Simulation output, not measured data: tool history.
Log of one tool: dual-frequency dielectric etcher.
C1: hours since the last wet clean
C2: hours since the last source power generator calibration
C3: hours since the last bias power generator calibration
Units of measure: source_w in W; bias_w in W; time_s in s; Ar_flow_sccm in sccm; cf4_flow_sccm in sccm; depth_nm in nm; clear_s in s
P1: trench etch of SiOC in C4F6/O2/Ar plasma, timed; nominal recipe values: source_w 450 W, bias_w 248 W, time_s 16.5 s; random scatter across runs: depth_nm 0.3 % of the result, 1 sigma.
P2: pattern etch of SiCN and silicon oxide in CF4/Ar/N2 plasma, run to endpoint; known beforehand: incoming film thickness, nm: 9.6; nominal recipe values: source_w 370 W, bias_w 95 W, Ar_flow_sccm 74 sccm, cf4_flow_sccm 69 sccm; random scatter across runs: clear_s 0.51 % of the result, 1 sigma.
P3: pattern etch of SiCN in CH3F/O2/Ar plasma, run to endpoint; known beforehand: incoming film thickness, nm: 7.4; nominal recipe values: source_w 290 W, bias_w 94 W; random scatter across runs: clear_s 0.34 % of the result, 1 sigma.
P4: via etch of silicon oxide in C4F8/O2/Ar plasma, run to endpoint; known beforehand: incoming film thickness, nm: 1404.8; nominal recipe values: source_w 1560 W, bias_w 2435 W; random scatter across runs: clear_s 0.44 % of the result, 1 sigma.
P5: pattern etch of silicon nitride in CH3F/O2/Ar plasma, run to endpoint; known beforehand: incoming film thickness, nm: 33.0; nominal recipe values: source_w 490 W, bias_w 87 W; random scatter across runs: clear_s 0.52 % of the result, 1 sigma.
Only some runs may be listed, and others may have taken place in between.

{"run": 1, "day": 0.179, "process": "P1", "source_w": 450, "bias_w": 248, "time_s": 16.5, "C1": 407, "C2": 405.5, "C3": 2707.9, "depth_nm": 38.736}
{"run": 2, "day": 0.35, "process": "P5", "source_w": 490, "bias_w": 51, "C1": 411.1, "C2": 409.6, "C3": 2712, "clear_s": 47.268}
{"run": 3, "day": 0.533, "process": "P1", "source_w": 620, "bias_w": 248, "time_s": 16.5, "C1": 415.5, "C2": 414, "C3": 2716.4, "depth_nm": 43.518}
{"run": 4, "day": 0.696, "process": "P1", "source_w": 450, "bias_w": 248, "time_s": 16.5, "C1": 419.4, "C2": 417.9, "C3": 2720.3, "depth_nm": 38.549}
{"run": 5, "day": 0.808, "process": "P1", "source_w": 450, "bias_w": 248, "time_s": 16.5, "C1": 422.1, "C2": 420.6, "C3": 2723, "depth_nm": 38.509}
{"run": 6, "day": 0.983, "process": "P5", "source_w": 490, "bias_w": 87, "C1": 426.3, "C2": 424.8, "C3": 2727.2, "clear_s": 40.013}
{"run": 7, "day": 1.112, "process": "P1", "source_w": 320, "bias_w": 329, "time_s": 16.5, "C1": 429.4, "C2": 427.9, "C3": 2730.3, "depth_nm": 37.197}
{"run": 8, "day": 1.254, "process": "P2", "source_w": 470, "bias_w": 95, "Ar_flow_sccm": 74, "cf4_flow_sccm": 69, "C1": 432.8, "C2": 431.3, "C3": 2733.7, "clear_s": 9.3928}
{"run": 9, "day": 1.362, "process": "P2", "source_w": 370, "bias_w": 95, "Ar_flow_sccm": 100, "cf4_flow_sccm": 69, "C1": 435.4, "C2": 433.9, "C3": 2736.3, "clear_s": 11.982}
{"run": 10, "day": 1.508, "process": "P1", "source_w": 310, "bias_w": 248, "time_s": 16.5, "C1": 438.9, "C2": 437.4, "C3": 2739.8, "depth_nm": 33.445}
{"run": 11, "day": 1.65, "process": "P4", "source_w": 1560, "bias_w": 3373, "C1": 442.3, "C2": 440.8, "C3": 2743.2, "clear_s": 265.65}
{"run": 12, "day": 1.75, "process": "P1", "source_w": 450, "bias_w": 248, "time_s": 22, "C1": 444.7, "C2": 443.2, "C3": 2745.6, "depth_nm": 51.681}
{"run": 13, "day": 1.946, "process": "P4", "source_w": 2100, "bias_w": 2435, "C1": 449.4, "C2": 447.9, "C3": 2750.3, "clear_s": 260.96}
{"run": 14, "day": 2.079, "process": "P5", "source_w": 490, "bias_w": 87, "C1": 452.6, "C2": 451.1, "C3": 2753.5, "clear_s": 39.845}
{"run": 15, "day": 2.275, "process": "P2", "source_w": 370, "bias_w": 95, "Ar_flow_sccm": 74, "cf4_flow_sccm": 90, "C1": 457.3, "C2": 455.8, "C3": 2758.2, "clear_s": 11.222}
{"run": 16, "day": 2.425, "process": "P1", "source_w": 450, "bias_w": 351, "time_s": 16.5, "C1": 460.9, "C2": 459.4, "C3": 2761.8, "depth_nm": 43.548}
{"run": 17, "day": 2.608, "process": "P3", "source_w": 210, "bias_w": 94, "C1": 465.3, "C2": 463.8, "C3": 2766.2, "clear_s": 22.784}
{"run": 18, "day": 2.767, "process": "P3", "source_w": 290, "bias_w": 94, "C1": 469.1, "C2": 467.6, "C3": 2770, "clear_s": 20.321}
{"run": 19, "day": 2.908, "process": "P3", "source_w": 290, "bias_w": 60, "C1": 472.5, "C2": 471, "C3": 2773.4, "clear_s": 23.875}
{"run": 20, "day": 3.033, "process": "P1", "source_w": 450, "bias_w": 188, "time_s": 16.5, "C1": 475.5, "C2": 474, "C3": 2776.4, "depth_nm": 35.161}
{"run": 21, "day": 3.225, "process": "P1", "source_w": 450, "bias_w": 248, "time_s": 12.5, "C1": 480.1, "C2": 478.6, "C3": 2781, "depth_nm": 29.215}
{"run": 22, "day": 3.383, "process": "P2", "source_w": 370, "bias_w": 95, "Ar_flow_sccm": 74, "cf4_flow_sccm": 69, "C1": 483.9, "C2": 482.4, "C3": 2784.8, "clear_s": 11.57}
{"run": 23, "day": 3.479, "process": "P1", "source_w": 450, "bias_w": 248, "time_s": 16.5, "C1": 486.2, "C2": 484.7, "C3": 2787.1, "depth_nm": 38.563}
{"run": 24, "day": 3.592, "process": "P4", "source_w": 1560, "bias_w": 2435, "C1": 488.9, "C2": 487.4, "C3": 2789.8, "clear_s": 293.52}
{"run": 25, "day": 3.733, "process": "P5", "source_w": 660, "bias_w": 87, "C1": 492.3, "C2": 490.8, "C3": 2793.2, "clear_s": 35.69}
{"run": 26, "day": 3.929, "process": "P1", "source_w": 450, "bias_w": 248, "time_s": 16.5, "C1": 497, "C2": 495.5, "C3": 2797.9, "depth_nm": 38.487}
{"run": 27, "day": 4.067, "process": "P2", "source_w": 370, "bias_w": 69, "Ar_flow_sccm": 74, "cf4_flow_sccm": 69, "C1": 500.3, "C2": 498.8, "C3": 2801.2, "clear_s": 12.918}
{"run": 28, "day": 4.162, "process": "P1", "source_w": 450, "bias_w": 248, "time_s": 16.5, "C1": 502.6, "C2": 501.1, "C3": 2803.5, "depth_nm": 38.386}
{"run": 29, "day": 4.362, "process": "P1", "source_w": 450, "bias_w": 248, "time_s": 16.5, "C1": 507.4, "C2": 505.9, "C3": 2808.3, "depth_nm": 38.319}
{"run": 30, "day": 4.483, "process": "P1", "source_w": 450, "bias_w": 248, "time_s": 16.5, "C1": 510.3, "C2": 508.8, "C3": 2811.2, "depth_nm": 38.283}
{"run": 31, "day": 4.583, "process": "P1", "source_w": 450, "bias_w": 248, "time_s": 16.5, "C1": 512.7, "C2": 511.2, "C3": 2813.6, "depth_nm": 38.009}
{"run": 32, "day": 4.75, "process": "P1", "source_w": 450, "bias_w": 248, "time_s": 16.5, "C1": 516.7, "C2": 515.2, "C3": 2817.6, "depth_nm": 38.081}
{"run": 33, "day": 4.958, "process": "P1", "source_w": 450, "bias_w": 248, "time_s": 16.5, "C1": 521.7, "C2": 520.2, "C3": 2822.6, "depth_nm": 38.03}
{"day": 5.079, "done": "wet clean of the chamber"}
{"run": 34, "day": 5.121, "process": "P1", "source_w": 450, "bias_w": 248, "time_s": 16.5, "C1": 1, "C2": 524.1, "C3": 2826.5, "depth_nm": 38.065}
{"run": 35, "day": 5.308, "process": "P1", "source_w": 450, "bias_w": 248, "time_s": 16.5, "C1": 5.5, "C2": 528.6, "C3": 2831, "depth_nm": 38.16}
{"run": 36, "day": 5.404, "process": "P1", "source_w": 450, "bias_w": 248, "time_s": 16.5, "C1": 7.8, "C2": 530.9, "C3": 2833.3, "depth_nm": 38.058}
{"run": 37, "day": 5.525, "process": "P1", "source_w": 450, "bias_w": 248, "time_s": 16.5, "C1": 10.7, "C2": 533.8, "C3": 2836.2, "depth_nm": 37.885}
{"run": 38, "day": 5.621, "process": "P1", "source_w": 450, "bias_w": 248, "time_s": 16.5, "C1": 13, "C2": 536.1, "C3": 2838.5, "depth_nm": 38.154}
{"run": 39, "day": 5.833, "process": "P1", "source_w": 450, "bias_w": 248, "time_s": 16.5, "C1": 18.1, "C2": 541.2, "C3": 2843.6, "depth_nm": 37.953}

P1 no longer gives what it gave before; its output has crept away from where it was. The following 2 causes, each at its listed size, fit the log equally well:
A: bias power that arrives under what is set, % = 4.84
B: source power that arrives under what is set, % = 4.23
At approximately day 4.162, the process output began to creep.
What rules out each remaining cause:
chamber walls in a state that lowers the etch rate, %: serviced at day 5.079, which brought nothing back

Which of the 4 check runs listed below, each an average over 3 wafers with its results shown as question marks, gives clearly different results under the different listed causes?
{"run": "check 1", "day": 6.046, "process": "P3", "source_w": 230, "bias_w": 63, "clear_s": "?"}
{"run": "check 2", "day": 6.046, "process": "P4", "source_w": 2060, "bias_w": 3240, "clear_s": "?"}
{"run": "check 3", "day": 6.046, "process": "P2", "source_w": 370, "bias_w": 81, "Ar_flow_sccm": 74, "cf4_flow_sccm": 86, "clear_s": "?"}
{"run": "check 4", "day": 6.046, "process": "P5", "source_w": 490, "bias_w": 54, "clear_s": "?"}

Expected result of each check under each candidate cause:
check=check_1 result=clear_s if_A=26.094 if_B=26.055
check=check_2 result=clear_s if_A=243.99 if_B=244.3
check=check_3 result=clear_s if_A=12.077 if_B=12.346
check=check_4 result=clear_s if_A=47.585 if_B=47.65
How far apart the two closest causes lie, in the result that separates them most: check 1 0.15 %; check 2 0.12 %; check 3 2.21 %; check 4 0.14 %
Of the check runs offered, only check 3 discriminates between the causes; the rest would read about the same regardless of which cause applies.

Then check 3 was run and gave: clear_s 12.029 s. Which cause is it?

Of the candidate causes, it is A: bias power that arrives under what is set, %.
